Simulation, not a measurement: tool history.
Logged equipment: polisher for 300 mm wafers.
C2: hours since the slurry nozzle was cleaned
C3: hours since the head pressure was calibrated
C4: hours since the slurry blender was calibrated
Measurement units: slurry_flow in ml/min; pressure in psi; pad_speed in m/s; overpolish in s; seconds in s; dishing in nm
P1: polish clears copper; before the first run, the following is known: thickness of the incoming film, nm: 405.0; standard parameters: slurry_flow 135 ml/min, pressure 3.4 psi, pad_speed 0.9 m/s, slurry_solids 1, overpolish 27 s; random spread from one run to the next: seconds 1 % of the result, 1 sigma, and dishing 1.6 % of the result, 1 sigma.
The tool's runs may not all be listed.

{"run": 1, "hour": 5.2, "slurry_flow": 135, "pressure": 3.4, "pad_speed": 0.9, "slurry_solids": 1, "overpolish": 27, "wafers polished on this pad": 326, "C2": 347.3, "C3": 183.5, "C4": 150.5, "seconds": 126.84, "dishing": 51.045}
{"run": 2, "hour": 7.9, "slurry_flow": 135, "pressure": 3.4, "pad_speed": 0.9, "slurry_solids": 1.5, "overpolish": 27, "wafers polished on this pad": 345, "C2": 350, "C3": 186.2, "C4": 153.2, "seconds": 114.74, "dishing": 53.411}
{"hour": 9.1, "done": "head pressure recalibrated"}
{"run": 3, "hour": 11.7, "slurry_flow": 90, "pressure": 3.4, "pad_speed": 0.9, "slurry_solids": 1, "overpolish": 27, "wafers polished on this pad": 371, "C2": 353.8, "C3": 2.6, "C4": 157, "seconds": 135.89, "dishing": 48.013}
{"run": 4, "hour": 16.2, "slurry_flow": 135, "pressure": 3.4, "pad_speed": 0.48, "slurry_solids": 1, "overpolish": 27, "wafers polished on this pad": 403, "C2": 358.3, "C3": 7.1, "C4": 161.5, "seconds": 234.07, "dishing": 31.693}
{"run": 5, "hour": 21.1, "slurry_flow": 135, "pressure": 3.4, "pad_speed": 0.9, "slurry_solids": 1, "overpolish": 42, "wafers polished on this pad": 437, "C2": 363.2, "C3": 12, "C4": 166.4, "seconds": 125.24, "dishing": 68.513}
{"run": 6, "hour": 24.0, "slurry_flow": 135, "pressure": 3.4, "pad_speed": 0.9, "slurry_solids": 1, "overpolish": 27, "wafers polished on this pad": 457, "C2": 366.1, "C3": 14.9, "C4": 169.3, "seconds": 124.2, "dishing": 51.923}
{"run": 7, "hour": 28.8, "slurry_flow": 135, "pressure": 3.4, "pad_speed": 0.9, "slurry_solids": 1, "overpolish": 27, "wafers polished on this pad": 491, "C2": 370.9, "C3": 19.7, "C4": 174.1, "seconds": 125.15, "dishing": 49.979}
{"run": 8, "hour": 33.6, "slurry_flow": 135, "pressure": 4.7, "pad_speed": 1.16, "slurry_solids": 1, "overpolish": 27, "wafers polished on this pad": 525, "C2": 375.7, "C3": 24.5, "C4": 178.9, "seconds": 70.927, "dishing": 76.134}
{"run": 9, "hour": 37.5, "slurry_flow": 135, "pressure": 5.3, "pad_speed": 0.9, "slurry_solids": 1, "overpolish": 27, "wafers polished on this pad": 552, "C2": 379.6, "C3": 28.4, "C4": 182.8, "seconds": 81.12, "dishing": 71.638}
{"run": 10, "hour": 42.6, "slurry_flow": 135, "pressure": 1.8, "pad_speed": 0.9, "slurry_solids": 1, "overpolish": 27, "wafers polished on this pad": 588, "C2": 384.7, "C3": 33.5, "C4": 187.9, "seconds": 234.48, "dishing": 29.964}
{"run": 11, "hour": 47.7, "slurry_flow": 135, "pressure": 3.4, "pad_speed": 1.28, "slurry_solids": 1, "overpolish": 27, "wafers polished on this pad": 624, "C2": 389.8, "C3": 38.6, "C4": 193, "seconds": 87.844, "dishing": 64.514}
{"run": 12, "hour": 53.1, "slurry_flow": 135, "pressure": 3.4, "pad_speed": 0.9, "slurry_solids": 1, "overpolish": 27, "wafers polished on this pad": 661, "C2": 395.2, "C3": 44, "C4": 198.4, "seconds": 123.94, "dishing": 50.118}
{"run": 13, "hour": 57.2, "slurry_flow": 135, "pressure": 3.4, "pad_speed": 0.9, "slurry_solids": 1, "overpolish": 27, "wafers polished on this pad": 690, "C2": 399.3, "C3": 48.1, "C4": 202.5, "seconds": 124, "dishing": 50.564}
{"run": 14, "hour": 62.0, "slurry_flow": 135, "pressure": 3.4, "pad_speed": 0.9, "slurry_solids": 1, "overpolish": 27, "wafers polished on this pad": 724, "C2": 404.1, "C3": 52.9, "C4": 207.3, "seconds": 124.71, "dishing": 52.018}
{"run": 15, "hour": 65.7, "slurry_flow": 135, "pressure": 3.4, "pad_speed": 0.9, "slurry_solids": 0.55, "overpolish": 27, "wafers polished on this pad": 750, "C2": 407.8, "C3": 56.6, "C4": 211, "seconds": 141.1, "dishing": 46.419}
{"run": 16, "hour": 68.7, "slurry_flow": 135, "pressure": 3.4, "pad_speed": 0.9, "slurry_solids": 1, "overpolish": 27, "wafers polished on this pad": 771, "C2": 410.8, "C3": 59.6, "C4": 214, "seconds": 123.36, "dishing": 51.729}
{"run": 17, "hour": 73.5, "slurry_flow": 200, "pressure": 3.4, "pad_speed": 0.9, "slurry_solids": 1, "overpolish": 27, "wafers polished on this pad": 804, "C2": 415.6, "C3": 64.4, "C4": 218.8, "seconds": 114.83, "dishing": 54.429}
{"run": 18, "hour": 78.3, "slurry_flow": 135, "pressure": 3.4, "pad_speed": 0.9, "slurry_solids": 1, "overpolish": 8, "wafers polished on this pad": 838, "C2": 420.4, "C3": 69.2, "C4": 223.6, "seconds": 123.36, "dishing": 18.837}
{"run": 19, "hour": 83.4, "slurry_flow": 135, "pressure": 3.4, "pad_speed": 0.9, "slurry_solids": 1, "overpolish": 27, "wafers polished on this pad": 874, "C2": 425.5, "C3": 74.3, "C4": 228.7, "seconds": 124.87, "dishing": 53.665}
{"run": 20, "hour": 87.8, "slurry_flow": 135, "pressure": 3.4, "pad_speed": 0.9, "slurry_solids": 1, "overpolish": 27, "wafers polished on this pad": 904, "C2": 429.9, "C3": 78.7, "C4": 233.1, "seconds": 129.63, "dishing": 50.651}
{"run": 21, "hour": 91.8, "slurry_flow": 135, "pressure": 3.4, "pad_speed": 0.9, "slurry_solids": 1, "overpolish": 27, "wafers polished on this pad": 932, "C2": 433.9, "C3": 82.7, "C4": 237.1, "seconds": 129.8, "dishing": 49.819}
{"run": 22, "hour": 97.5, "slurry_flow": 135, "pressure": 3.4, "pad_speed": 0.9, "slurry_solids": 1, "overpolish": 27, "wafers polished on this pad": 972, "C2": 439.6, "C3": 88.4, "C4": 242.8, "seconds": 131.51, "dishing": 47.09}
{"run": 23, "hour": 100.3, "slurry_flow": 135, "pressure": 3.4, "pad_speed": 0.9, "slurry_solids": 1, "overpolish": 27, "wafers polished on this pad": 992, "C2": 442.4, "C3": 91.2, "C4": 245.6, "seconds": 135.75, "dishing": 47.343}
{"hour": 102.8, "done": "slurry blender recalibrated"}
{"run": 24, "hour": 105.4, "slurry_flow": 135, "pressure": 3.4, "pad_speed": 0.9, "slurry_solids": 1, "overpolish": 27, "wafers polished on this pad": 1028, "C2": 447.5, "C3": 96.3, "C4": 2.7, "seconds": 137.34, "dishing": 48.706}
{"run": 25, "hour": 110.1, "slurry_flow": 135, "pressure": 3.4, "pad_speed": 0.9, "slurry_solids": 1, "overpolish": 27, "wafers polished on this pad": 1061, "C2": 452.2, "C3": 101, "C4": 7.4, "seconds": 139.94, "dishing": 46.63}
{"run": 26, "hour": 112.7, "slurry_flow": 135, "pressure": 3.4, "pad_speed": 0.9, "slurry_solids": 1, "overpolish": 27, "wafers polished on this pad": 1079, "C2": 454.8, "C3": 103.6, "C4": 10, "seconds": 139.29, "dishing": 46.973}
{"hour": 114.6, "done": "head pressure recalibrated"}
{"run": 27, "hour": 116.5, "slurry_flow": 135, "pressure": 3.4, "pad_speed": 0.9, "slurry_solids": 1, "overpolish": 27, "wafers polished on this pad": 1106, "C2": 458.6, "C3": 2, "C4": 13.8, "seconds": 140.91, "dishing": 46.869}
{"run": 28, "hour": 119.5, "slurry_flow": 135, "pressure": 3.4, "pad_speed": 0.9, "slurry_solids": 1, "overpolish": 27, "wafers polished on this pad": 1127, "C2": 461.6, "C3": 5, "C4": 16.8, "seconds": 140.4, "dishing": 47.507}
{"run": 29, "hour": 122.3, "slurry_flow": 135, "pressure": 3.4, "pad_speed": 0.9, "slurry_solids": 1, "overpolish": 27, "wafers polished on this pad": 1146, "C2": 464.4, "C3": 7.8, "C4": 19.6, "seconds": 139.36, "dishing": 48.265}
{"run": 30, "hour": 127.6, "slurry_flow": 135, "pressure": 3.4, "pad_speed": 0.9, "slurry_solids": 1, "overpolish": 27, "wafers polished on this pad": 1183, "C2": 469.7, "C3": 13.1, "C4": 24.9, "seconds": 141.41, "dishing": 46.977}

P1 has crept away from where it was. The log is fitted equally well by each of these 2 causes, at the sizes shown:
A: slurry flow missing at the pad, % = 39.2
B: removal rate lost through wear of the pad, % = 11.2
Creep in the process output first set in at about hour 83.4.
Why every other cause is out:
head's pressure below its setpoint, %: serviced at hour 114.6, after the drift had started, without restoring the earlier output
abrasive missing from the slurry, %: serviced at hour 102.8, after the drift had started, without restoring the earlier output

4 check runs are offered, each on 5 wafers whose results are averaged, their results left as question marks. Which one tells the causes apart?
{"run": "check 1", "hour": 132.9, "slurry_flow": 195, "pressure": 4.8, "pad_speed": 0.9, "slurry_solids": 1, "overpolish": 27, "seconds": "?", "dishing": "?"}
{"run": "check 2", "hour": 132.9, "slurry_flow": 135, "pressure": 5.2, "pad_speed": 0.9, "slurry_solids": 1, "overpolish": 27, "seconds": "?", "dishing": "?"}
{"run": "check 3", "hour": 132.9, "slurry_flow": 135, "pressure": 3.4, "pad_speed": 0.5, "slurry_solids": 1, "overpolish": 27, "seconds": "?", "dishing": "?"}
{"run": "check 4", "hour": 132.9, "slurry_flow": 135, "pressure": 3.4, "pad_speed": 0.9, "slurry_solids": 0.55, "overpolish": 8, "seconds": "?", "dishing": "?"}

Outcome of each check run for each possible cause:
check=check_1 result=seconds if_A=90.589 if_B=93.687
check=check_1 result=dishing if_A=65.476 if_B=64.072
check=check_2 result=seconds if_A=91.738 if_B=91.741
check=check_2 result=dishing if_A=65.274 if_B=65.273
check=check_3 result=seconds if_A=252.55 if_B=252.56
check=check_3 result=dishing if_A=29.626 if_B=29.625
check=check_4 result=seconds if_A=158.74 if_B=158.75
check=check_4 result=dishing if_A=15.153 if_B=15.153
Per check, the gap between the least separated pair of causes, taken in the result that splits them most: check 1 3.36 %; check 2 0 %; check 3 0 %; check 4 0 %
Check 1 tells the causes apart: in the others they would give nearly the same result.

Check 1 was carried out, with these results: seconds 90.649 s; dishing 65.315 nm. Which of the listed causes is responsible?

It was cause A: slurry flow missing at the pad, %.

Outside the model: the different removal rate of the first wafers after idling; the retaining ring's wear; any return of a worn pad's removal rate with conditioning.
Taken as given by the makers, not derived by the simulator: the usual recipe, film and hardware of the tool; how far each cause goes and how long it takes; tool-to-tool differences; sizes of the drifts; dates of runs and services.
